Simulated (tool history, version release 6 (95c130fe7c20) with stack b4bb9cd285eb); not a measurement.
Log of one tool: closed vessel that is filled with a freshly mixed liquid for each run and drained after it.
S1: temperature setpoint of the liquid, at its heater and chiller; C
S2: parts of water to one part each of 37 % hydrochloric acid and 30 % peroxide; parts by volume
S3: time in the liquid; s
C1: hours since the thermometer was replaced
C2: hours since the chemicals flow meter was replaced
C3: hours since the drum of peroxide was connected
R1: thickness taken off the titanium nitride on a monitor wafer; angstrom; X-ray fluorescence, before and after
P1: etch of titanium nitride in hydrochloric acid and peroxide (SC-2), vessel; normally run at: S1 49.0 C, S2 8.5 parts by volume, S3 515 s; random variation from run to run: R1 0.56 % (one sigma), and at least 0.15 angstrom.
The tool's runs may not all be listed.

run 1 hour=3.0 | S1=49.0 S2=8.5 S3=515 | C1=498.3 C2=759.9 C3=136.8 | R1=259.800
run 2 hour=6.4 | S1=49.0 S2=8.5 S3=515 | C1=501.7 C2=763.3 C3=140.2 | R1=257.590
run 3 hour=9.4 | S1=62.0 S2=8.5 S3=515 | C1=504.7 C2=766.3 C3=143.2 | R1=591.540
run 4 hour=14.5 | S1=49.0 S2=8.5 S3=515 | C1=509.8 C2=771.4 C3=148.3 | R1=256.100
run 5 hour=19.2 | S1=57.5 S2=15.0 S3=515 | C1=514.5 C2=776.1 C3=153.0 | R1=279.680
-- hour=21.7 new drum of peroxide connected
run 6 hour=22.1 | S1=49.0 S2=8.5 S3=515 | C1=517.4 C2=779.0 C3=0.5 | R1=256.710
run 7 hour=24.8 | S1=49.0 S2=14.5 S3=515 | C1=520.1 C2=781.7 C3=3.2 | R1=162.050
run 8 hour=29.9 | S1=42.5 S2=8.5 S3=820 | C1=525.2 C2=786.8 C3=8.3 | R1=260.910
run 9 hour=32.5 | S1=49.0 S2=8.5 S3=515 | C1=527.8 C2=789.4 C3=10.9 | R1=256.810
run 10 hour=35.8 | S1=35.5 S2=8.5 S3=515 | C1=531.1 C2=792.7 C3=14.2 | R1=98.718
run 11 hour=40.5 | S1=49.0 S2=8.5 S3=985 | C1=535.8 C2=797.4 C3=18.9 | R1=489.280
run 12 hour=44.1 | S1=49.0 S2=8.5 S3=215 | C1=539.4 C2=801.0 C3=22.5 | R1=106.740
run 13 hour=49.5 | S1=49.0 S2=8.5 S3=515 | C1=544.8 C2=806.4 C3=27.9 | R1=257.560
run 14 hour=54.1 | S1=49.0 S2=4.0 S3=515 | C1=549.4 C2=811.0 C3=32.5 | R1=446.040
run 15 hour=58.6 | S1=49.0 S2=8.5 S3=515 | C1=553.9 C2=815.5 C3=37.0 | R1=258.270
run 16 hour=62.4 | S1=49.0 S2=8.5 S3=515 | C1=557.7 C2=819.3 C3=40.8 | R1=257.190
run 17 hour=65.8 | S1=49.0 S2=8.5 S3=515 | C1=561.1 C2=822.7 C3=44.2 | R1=262.530
run 18 hour=68.9 | S1=49.0 S2=8.5 S3=515 | C1=564.2 C2=825.8 C3=47.3 | R1=267.910
run 19 hour=73.1 | S1=49.0 S2=8.5 S3=515 | C1=568.4 C2=830.0 C3=51.5 | R1=274.360
run 20 hour=75.8 | S1=49.0 S2=8.5 S3=515 | C1=571.1 C2=832.7 C3=54.2 | R1=272.670
run 21 hour=78.4 | S1=49.0 S2=8.5 S3=515 | C1=573.7 C2=835.3 C3=56.8 | R1=276.580
run 22 hour=81.2 | S1=49.0 S2=8.5 S3=515 | C1=576.5 C2=838.1 C3=59.6 | R1=274.070
run 23 hour=84.5 | S1=49.0 S2=8.5 S3=515 | C1=579.8 C2=841.4 C3=62.9 | R1=275.880
run 24 hour=89.3 | S1=49.0 S2=8.5 S3=515 | C1=584.6 C2=846.2 C3=67.7 | R1=276.370
run 25 hour=93.9 | S1=49.0 S2=8.5 S3=515 | C1=589.2 C2=850.8 C3=72.3 | R1=278.450
run 26 hour=97.7 | S1=49.0 S2=8.5 S3=515 | C1=593.0 C2=854.6 C3=76.1 | R1=277.550
run 27 hour=100.6 | S1=49.0 S2=8.5 S3=515 | C1=595.9 C2=857.5 C3=79.0 | R1=276.910

What P1 gives has crept away from where it was. These 2 causes fit the log equally well, each at the size given:
A: chemicals flow above the setpoint (%) = 10.6
B: liquid hotter than its thermometer reads (K) = 1.21
The creep began at about hour 62.4.
Why every other cause is out:
peroxide weaker than its label (%): at most 8, which would move R1 by -7.3 %: too little, or the wrong way

4 check runs are offered, each on 5 wafers whose results are averaged, their results left as question marks. Which one tells the causes apart?
run check 1 hour=103.5 | S1=49.0 S2=12.0 S3=965 | R1=?
run check 2 hour=103.5 | S1=59.0 S2=8.5 S3=935 | R1=?
run check 3 hour=103.5 | S1=49.0 S2=13.0 S3=515 | R1=?
run check 4 hour=103.5 | S1=37.5 S2=4.0 S3=515 | R1=?

What each check would give under each cause:
check=check_1 result=R1 if_A=392.830 if_B=390.940
check=check_2 result=R1 if_A=968.050 if_B=963.500
check=check_3 result=R1 if_A=195.870 if_B=194.730
check=check_4 result=R1 if_A=215.480 if_B=220.050
How far apart the two closest causes lie, in the result that separates them most: check 1 0.48 %; check 2 0.47 %; check 3 0.58 %; check 4 2.1 %
Check 4 tells the causes apart: in the others they would give nearly the same result.

Then check 4 was run and gave: R1 220.610 angstrom. Which cause is it?

It is B: liquid hotter than its thermometer reads (K).

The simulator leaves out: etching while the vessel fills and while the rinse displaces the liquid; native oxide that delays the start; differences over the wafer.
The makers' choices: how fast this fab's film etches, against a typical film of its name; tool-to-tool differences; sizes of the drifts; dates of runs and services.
